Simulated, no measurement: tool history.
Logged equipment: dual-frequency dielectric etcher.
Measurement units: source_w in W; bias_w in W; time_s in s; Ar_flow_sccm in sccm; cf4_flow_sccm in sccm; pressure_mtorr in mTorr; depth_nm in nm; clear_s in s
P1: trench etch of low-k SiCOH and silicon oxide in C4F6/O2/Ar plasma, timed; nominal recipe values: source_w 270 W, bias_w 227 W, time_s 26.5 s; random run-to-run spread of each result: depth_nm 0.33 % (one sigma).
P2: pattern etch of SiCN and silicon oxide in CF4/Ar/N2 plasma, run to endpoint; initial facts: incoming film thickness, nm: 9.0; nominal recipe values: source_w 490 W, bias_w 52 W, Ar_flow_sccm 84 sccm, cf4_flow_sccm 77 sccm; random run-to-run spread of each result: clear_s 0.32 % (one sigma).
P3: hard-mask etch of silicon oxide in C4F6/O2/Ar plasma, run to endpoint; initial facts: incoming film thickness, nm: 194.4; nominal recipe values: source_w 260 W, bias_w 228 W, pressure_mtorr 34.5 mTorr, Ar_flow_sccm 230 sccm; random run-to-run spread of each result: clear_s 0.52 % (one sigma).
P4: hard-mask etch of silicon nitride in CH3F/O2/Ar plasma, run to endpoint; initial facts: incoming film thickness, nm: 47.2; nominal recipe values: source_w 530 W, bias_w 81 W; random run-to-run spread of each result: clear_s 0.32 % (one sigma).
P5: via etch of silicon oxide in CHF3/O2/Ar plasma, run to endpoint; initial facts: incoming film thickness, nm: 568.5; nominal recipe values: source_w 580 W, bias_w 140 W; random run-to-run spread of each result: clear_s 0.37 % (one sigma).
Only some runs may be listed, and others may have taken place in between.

run	day	process	source_w	bias_w	time_s	Ar_flow_sccm	cf4_flow_sccm	pressure_mtorr	hours since the last wet clean	hours since the last source power generator calibration	hours since the last bias power generator calibration	depth_nm	clear_s
1	0.412	P1	270	227	26.5				331.6	2316.2	762.7	78.766	
2	0.825	P4	530	81					341.5	2326.1	772.6		57.7710
3	1.175	P1	270	227	26.5				349.9	2334.5	781.0	78.688	
4	1.579	P4	530	81					359.6	2344.2	790.7		57.8580
5	2.029	P1	360	227	26.5				370.4	2355.0	801.5	88.023	
6	2.367	P5	810	140					378.5	2363.1	809.6		286.4300
7	2.775	P2	490	52		84	77		388.3	2372.9	819.4		10.1960
8	3.096	P2	490	52		84	77		396.0	2380.6	827.1		10.1990
9	3.562	P1	270	227	18.0				407.2	2391.8	838.3	53.856	
10	3.829	P1	270	227	26.5				413.6	2398.2	844.7	79.290	
11	4.188	P5	580	140					422.2	2406.8	853.3		327.3600
12	4.538	P1	270	166	26.5				430.6	2415.2	861.7	71.081	
13	4.954	P2	630	52		84	77		440.6	2425.2	871.7		8.1198
14	5.392	P5	580	92					451.1	2435.7	882.2		369.4300
15	5.796	P5	580	140					460.8	2445.4	891.9		326.5900
16	6.067	P3	330	228		230		34.5	467.3	2451.9	898.4		59.1130
17	6.421	P1	270	227	36.5				475.8	2460.4	906.9	108.420	
18	6.746	P2	490	52		84	109		483.6	2468.2	914.7		9.6790
19	6.996	P1	270	227	26.5				489.6	2474.2	920.7	79.103	
20	7.412	P2	490	52		116	77		499.6	2484.2	930.7		10.6910
21	7.879	P3	260	228		138		34.5	510.8	2495.4	941.9		61.5320
22	8.108	P2	490	67		84	77		516.3	2500.9	947.4		9.4073
23	8.433	P3	260	228		230		34.5	524.1	2508.7	955.2		65.2670
24	8.892	P4	530	103					535.1	2519.7	966.2		52.9000
25	9.196	P1	270	277	26.5				542.4	2527.0	973.5	84.298	
26	9.471	P1	270	227	26.5				549.0	2533.6	980.1	79.222	
27	9.808	P4	360	81					557.1	2541.7	988.2		67.0120
28	10.100	P3	260	228		230		26.5	564.1	2548.7	995.2		62.6780
29	10.579	P1	160	227	26.5				575.6	2560.2	1006.7	64.960	
30	10.883	P1	270	227	26.5				582.9	2567.5	1014.0	78.872	
31	11.238	P1	160	292	26.5				591.4	2576.0	1022.5	70.798	
32	11.525	P3	260	144		230		34.5	598.3	2582.9	1029.4		75.7250
33	11.867	P1	270	227	26.5				606.5	2591.1	1037.6	79.386	
34	12.233	P1	270	227	26.5				615.3	2599.9	1046.4	78.022	
35	12.617	P1	270	227	26.5				624.5	2609.1	1055.6	77.640	
# day 12.925: wet clean of the chamber
36	12.967	P1	270	227	26.5				1.0	2617.5	1064.0	78.397	
37	13.275	P1	270	227	26.5				8.4	2624.9	1071.4	77.593	
38	13.658	P1	270	227	26.5				17.6	2634.1	1080.6	77.329	
39	14.075	P1	270	227	26.5				27.6	2644.1	1090.6	77.525	
40	14.429	P1	270	227	26.5				36.1	2652.6	1099.1	77.283	
41	14.675	P1	270	227	26.5				42.0	2658.5	1105.0	77.712	

The log shows P1 creeping away from where it was. Any of the 2 causes listed here, at the size stated for it, fits the log just as well as the others:
A: bias power that arrives under what is set, % = 4.81
B: source power that arrives under what is set, % = 4.29
Creep in the process output first set in at about day 11.867.
Each remaining cause and why it is not a fit:
chamber walls in a state that lowers the etch rate, %: work on it at day 12.925, done after the drift set in, did not restore what the process gave before

Below are 4 check runs, each on a single wafer, with their results shown as question marks. Which of them would tell the listed causes apart, meaning the causes would give clearly different results under it?
check 1	14.921	P5	760	102									?
check 2	14.921	P2	590	52		84	108						?
check 3	14.921	P3	290	228		230		34.5					?
check 4	14.921	P4	370	81									?

What each check would give under each cause:
check	result	if A	if B
check 1	clear_s	327.0400	328.1400
check 2	clear_s	8.2832	8.5014
check 3	clear_s	63.5350	63.5420
check 4	clear_s	67.3720	67.3130
Separation of the two closest causes in each check, using whichever result separates them best: check 1 0.34 %; check 2 2.6 %; check 3 0.01 %; check 4 0.09 %
The other checks would show nearly matching results whichever cause is true, so check 2 is the only one that separates the causes.

Then check 2 was run and gave: clear_s 8.2623 s. Which cause is it?

A is the cause: bias power that arrives under what is set, %.
